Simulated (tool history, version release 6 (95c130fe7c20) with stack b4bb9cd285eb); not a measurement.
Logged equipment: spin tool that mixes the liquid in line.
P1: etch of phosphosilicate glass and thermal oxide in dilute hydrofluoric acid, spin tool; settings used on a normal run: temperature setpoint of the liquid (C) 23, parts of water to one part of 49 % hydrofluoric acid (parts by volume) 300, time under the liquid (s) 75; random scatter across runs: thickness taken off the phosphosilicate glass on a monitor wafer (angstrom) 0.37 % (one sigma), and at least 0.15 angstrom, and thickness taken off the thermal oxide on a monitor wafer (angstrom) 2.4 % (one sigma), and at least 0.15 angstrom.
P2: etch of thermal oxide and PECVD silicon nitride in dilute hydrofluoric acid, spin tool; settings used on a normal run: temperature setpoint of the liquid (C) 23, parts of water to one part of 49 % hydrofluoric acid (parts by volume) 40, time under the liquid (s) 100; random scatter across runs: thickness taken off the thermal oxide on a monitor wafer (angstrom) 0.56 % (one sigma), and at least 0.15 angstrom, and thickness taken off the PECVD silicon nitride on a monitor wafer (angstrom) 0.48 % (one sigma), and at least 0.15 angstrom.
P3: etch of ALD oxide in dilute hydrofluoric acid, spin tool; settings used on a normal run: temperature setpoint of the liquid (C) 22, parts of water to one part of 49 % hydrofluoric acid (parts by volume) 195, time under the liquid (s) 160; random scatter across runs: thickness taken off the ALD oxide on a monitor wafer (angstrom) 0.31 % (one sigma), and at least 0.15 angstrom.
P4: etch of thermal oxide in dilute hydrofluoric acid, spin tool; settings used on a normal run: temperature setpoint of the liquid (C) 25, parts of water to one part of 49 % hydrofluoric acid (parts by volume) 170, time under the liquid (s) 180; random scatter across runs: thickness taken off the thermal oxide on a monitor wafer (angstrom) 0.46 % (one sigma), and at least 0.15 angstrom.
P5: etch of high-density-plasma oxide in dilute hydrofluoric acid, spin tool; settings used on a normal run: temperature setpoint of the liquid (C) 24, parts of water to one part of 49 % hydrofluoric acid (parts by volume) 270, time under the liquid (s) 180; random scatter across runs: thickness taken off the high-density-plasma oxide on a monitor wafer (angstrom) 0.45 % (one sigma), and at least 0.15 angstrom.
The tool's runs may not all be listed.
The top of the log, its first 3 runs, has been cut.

| run | hour | process that ran | temperature setpoint of the liquid (C) | parts of water to one part of 49 % hydrofluoric acid (parts by volume) | time under the liquid (s) | hours since the thermometer was replaced | hours since the hydrofluoric acid flow meter was replaced | thickness taken off the phosphosilicate glass on a monitor wafer (angstrom) | thickness taken off the thermal oxide on a monitor wafer (angstrom) | thickness taken off the PECVD silicon nitride on a monitor wafer (angstrom) | thickness taken off the high-density-plasma oxide on a monitor wafer (angstrom) | thickness taken off the ALD oxide on a monitor wafer (angstrom) |
|---|---|---|---|---|---|---|---|---|---|---|---|---|
| 4 | 27.8 | P5 | 32 | 270 | 180 | 1797.1 | 472.2 |  |  |  | 58.682 |  |
| 5 | 37.4 | P1 | 17.5 | 300 | 75 | 1806.7 | 481.8 | 325.61 | 7.6522 |  |  |  |
| 6 | 50.5 | P4 | 25 | 240 | 180 | 1819.8 | 494.9 |  | 30.999 |  |  |  |
| 7 | 61.7 | P1 | 23 | 530 | 75 | 1831 | 506.1 | 183.37 | 4.4415 |  |  |  |
| 8 | 69.6 | P1 | 23 | 300 | 135 | 1838.9 | 514 | 712.56 | 15.964 |  |  |  |
| 9 | 79.3 | P2 | 23 | 40 | 100 | 1848.6 | 523.7 |  | 120.59 | 72.781 |  |  |
| 10 | 88.5 | P2 | 23 | 20 | 100 | 1857.8 | 532.9 |  | 248.38 | 141.53 |  |  |
|  | 89.9 | hydrofluoric acid flow meter replaced |
| 11 | 99.1 | P4 | 25 | 170 | 180 | 1868.4 | 9.2 |  | 46.295 |  |  |  |
| 12 | 111.9 | P2 | 17 | 40 | 100 | 1881.2 | 22 |  | 92.172 | 47.45 |  |  |
| 13 | 120.5 | P2 | 23 | 40 | 100 | 1889.8 | 30.6 |  | 120.11 | 73.323 |  |  |
| 14 | 128.7 | P1 | 23 | 300 | 75 | 1898 | 38.8 | 396.62 | 9.0028 |  |  |  |
| 15 | 139.3 | P1 | 23 | 300 | 75 | 1908.6 | 49.4 | 395.9 | 8.9869 |  |  |  |
| 16 | 149.3 | P1 | 23 | 300 | 15 | 1918.6 | 59.4 | 79.004 | 1.668 |  |  |  |
| 17 | 159.1 | P3 | 22 | 195 | 15 | 1928.4 | 69.2 |  |  |  |  | 7.3201 |
| 18 | 169.7 | P1 | 23 | 300 | 75 | 1939 | 79.8 | 397.28 | 9.3743 |  |  |  |
| 19 | 175.7 | P1 | 23 | 300 | 75 | 1945 | 85.8 | 397.22 | 8.3711 |  |  |  |
| 20 | 188.1 | P1 | 27 | 300 | 75 | 1957.4 | 98.2 | 454.78 | 10.282 |  |  |  |
| 21 | 200.9 | P5 | 24 | 270 | 300 | 1970.2 | 111 |  |  |  | 74.772 |  |
| 22 | 209.6 | P3 | 22 | 195 | 160 | 1978.9 | 119.7 |  |  |  |  | 76.52 |
| 23 | 216 | P4 | 19 | 170 | 180 | 1985.3 | 126.1 |  | 37.406 |  |  |  |
| 24 | 227.9 | P3 | 22 | 195 | 160 | 1997.2 | 138 |  |  |  |  | 76.788 |
| 25 | 235 | P3 | 22 | 80 | 160 | 2004.3 | 145.1 |  |  |  |  | 213.23 |
| 26 | 242.2 | P1 | 23 | 300 | 75 | 2011.5 | 152.3 | 393.86 | 9.1573 |  |  |  |
| 27 | 251.5 | P4 | 25 | 170 | 365 | 2020.8 | 161.6 |  | 95.125 |  |  |  |
| 28 | 261.1 | P5 | 24 | 270 | 180 | 2030.4 | 171.2 |  |  |  | 45.098 |  |

Run 29 has not been measured yet. What should we expect?
| 29 | 274.2 | P5 | 24 | 390 | 180 | 2043.5 | 184.3 |  |  |  | ? |  |

{"run 29": {"thickness taken off the high-density-plasma oxide on a monitor wafer (angstrom)": 27.624}}
